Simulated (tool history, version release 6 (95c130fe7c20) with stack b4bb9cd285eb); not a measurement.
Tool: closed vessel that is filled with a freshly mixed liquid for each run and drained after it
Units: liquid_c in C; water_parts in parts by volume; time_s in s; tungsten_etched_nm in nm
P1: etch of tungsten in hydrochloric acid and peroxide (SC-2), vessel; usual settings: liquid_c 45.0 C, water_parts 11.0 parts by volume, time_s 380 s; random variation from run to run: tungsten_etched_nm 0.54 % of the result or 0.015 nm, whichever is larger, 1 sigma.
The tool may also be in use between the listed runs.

run   hour  liquid_c  water_parts  time_s  tungsten_etched_nm
  1   10.5      45.0         11.0     380             42.4390
  2   20.1      45.0          4.0     380             92.2120
  3   34.2      56.0         11.0     380             88.3690
  4   43.3      45.0         11.0      75              8.3326
  5   53.1      45.0         11.0     380             42.3740
  6   66.8      52.5          5.5     380            121.0900
  7   75.7      45.0         11.0     380             42.4850
  8   86.8      45.0         11.0     715             79.2100
  9  100.0      45.0         19.5     380             25.4870
 10  110.8      35.0         11.0     110              6.0489
 11  118.8      35.0         11.0     380             20.6490
 12  128.5      45.0         11.0     380             42.0580
 13  139.3      59.5         11.0     200             57.6340
 14  152.7      45.0         11.0     380             42.2950
 15  161.2      45.0         11.0     380             42.5080
 16  169.3      45.0         11.0     380             43.1800

Forecast run 17:
 17  181.4      45.0         11.0     380                   ?

{"run 17": {"tungsten_etched_nm": 44.13}}
